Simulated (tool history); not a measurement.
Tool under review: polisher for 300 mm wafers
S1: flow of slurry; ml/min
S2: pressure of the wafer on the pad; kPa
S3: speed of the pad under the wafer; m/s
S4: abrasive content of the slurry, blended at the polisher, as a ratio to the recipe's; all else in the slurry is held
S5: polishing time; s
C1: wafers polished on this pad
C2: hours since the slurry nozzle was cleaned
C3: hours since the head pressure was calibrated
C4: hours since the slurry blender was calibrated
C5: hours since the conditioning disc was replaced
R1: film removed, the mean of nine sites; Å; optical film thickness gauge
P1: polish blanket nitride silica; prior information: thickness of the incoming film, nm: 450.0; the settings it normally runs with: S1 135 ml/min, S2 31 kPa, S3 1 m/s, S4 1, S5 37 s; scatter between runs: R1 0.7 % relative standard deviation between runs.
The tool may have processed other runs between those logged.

run   hour   S1    S2    S3    S4  S5    C1     C2     C3     C4     C5      R1
  1   10.4  135    31     1     1  37   595  353.8  176.7  238.4   89.2  268.91
  2   24.6  135    31     1     1  26   792    368  190.9  252.6  103.4  188.85
  3   38.8  135    31  0.44     1  37   989  382.2  205.1  266.8  117.6  140.04
  4   51.3  135    31     1     1  37  1163  394.7  217.6  279.3  130.1  267.38
  5   68.9  135    31  0.76     1  50  1407  412.3  235.2  296.9  147.7  292.03
  6   77.7  205    31     1     1  37  1529  421.1    244  305.7  156.5  285.93
  7   89.6  135  46.9     1     1  37  1694    433  255.9  317.6  168.4  408.96
  8   97.8  135    31     1   0.7  37  1808  441.2  264.1  325.8  176.6   226.4
  9    109  135    31     1     1  37  1964  452.4  275.3    337  187.8  267.22
 10  125.1  135    31  1.54     1  37  2187  468.5  291.4  353.1  203.9  378.92
 11    133  135  19.3     1     1  37  2297  476.4  299.3    361  211.8  166.59
     146.3  -- head pressure recalibrated
 12  148.8  135    31     1     1  37  2516  492.2    2.5  376.8  227.6  267.36
 13  160.8  135    31     1  1.35  37  2682  504.2   14.5  388.8  239.6  305.69
 14  173.6   80    31     1     1  37  2860    517   27.3  401.6  252.4  236.14
 15  188.2  135    31     1     1  54  3063  531.6   41.9  416.2    267  391.27
 16  204.6  135    31     1     1  37  3290    548   58.3  432.6  283.4  265.94
 17  215.9  135    31     1     1  37  3447  559.3   69.6  443.9  294.7  266.81
 18  227.1  135    31     1     1  37  3603  570.5   80.8  455.1  305.9  267.16
 19  234.9  135    31     1     1  37  3711  578.3   88.6  462.9  313.7  265.72
 20    249  135    31     1     1  37  3907  592.4  102.7    477  327.8  254.53
 21    264  135    31     1     1  37  4115  607.4  117.7    492  342.8  248.69
 22  281.6  135    31     1     1  37  4359    625  135.3  509.6  360.4  243.06
 23  291.7  135    31     1     1  37  4499  635.1  145.4  519.7  370.5   240.8
     293.9  -- worn pad replaced by a new one
     294.9  -- slurry blender recalibrated
     297.8  -- conditioning disc replaced and pad reconditioned
 24  307.9  135    31     1     1  37   194  651.3  161.6     13   10.2  242.79
 25  325.8  135    31     1     1  37   443  669.2  179.5   30.9   28.1  238.22
 26  339.3  135    31     1     1  37   630  682.7    193   44.4   41.6  238.69

Compared with where it was, what P1 gives has crept away. Each cause listed below fits the log as well as the rest, at the size given for it:
A: head's pressure below its setpoint, % = 11.1
B: slurry flow missing at the pad, % = 38.9
The drift started at roughly hour 234.9.
What rules out each remaining cause:
removal rate lost through wear of the pad, %: maintenance at hour 293.9, after the shift began, did not return the process to its former output
abrasive missing from the slurry, %: maintenance at hour 294.9, after the shift began, did not return the process to its former output
time polished since the conditioner stopped cutting, s: maintenance at hour 297.8, after the shift began, did not return the process to its former output

Which of the 4 check runs listed below, each an average over 2 wafers with its results shown as question marks, gives clearly different results under the different listed causes?
check 1  352.8  135  22.1  0.76    1  37                       ?
check 2  352.8  135    31     1  1.3  52                       ?
check 3  352.8  135    31   0.6    1  37                       ?
check 4  352.8  200    31     1    1  37                       ?

Outcome of each check run for each possible cause:
  check  result    if A    if B
check 1      R1  136.21  136.27
check 2      R1  374.58  374.74
check 3      R1  158.54  158.61
check 4      R1  253.92  263.12
Per-check spread between the two closest causes, in the result where they differ most: check 1 0.04 %; check 2 0.04 %; check 3 0.04 %; check 4 3.56 %
Check 4 is the one run that separates the causes; every other check would come out nearly the same whichever cause is at work.

The results of check 4 are: R1 255.43 Å. Based on these, which of the listed causes is it?

The correct cause is A, namely: head's pressure below its setpoint, %.
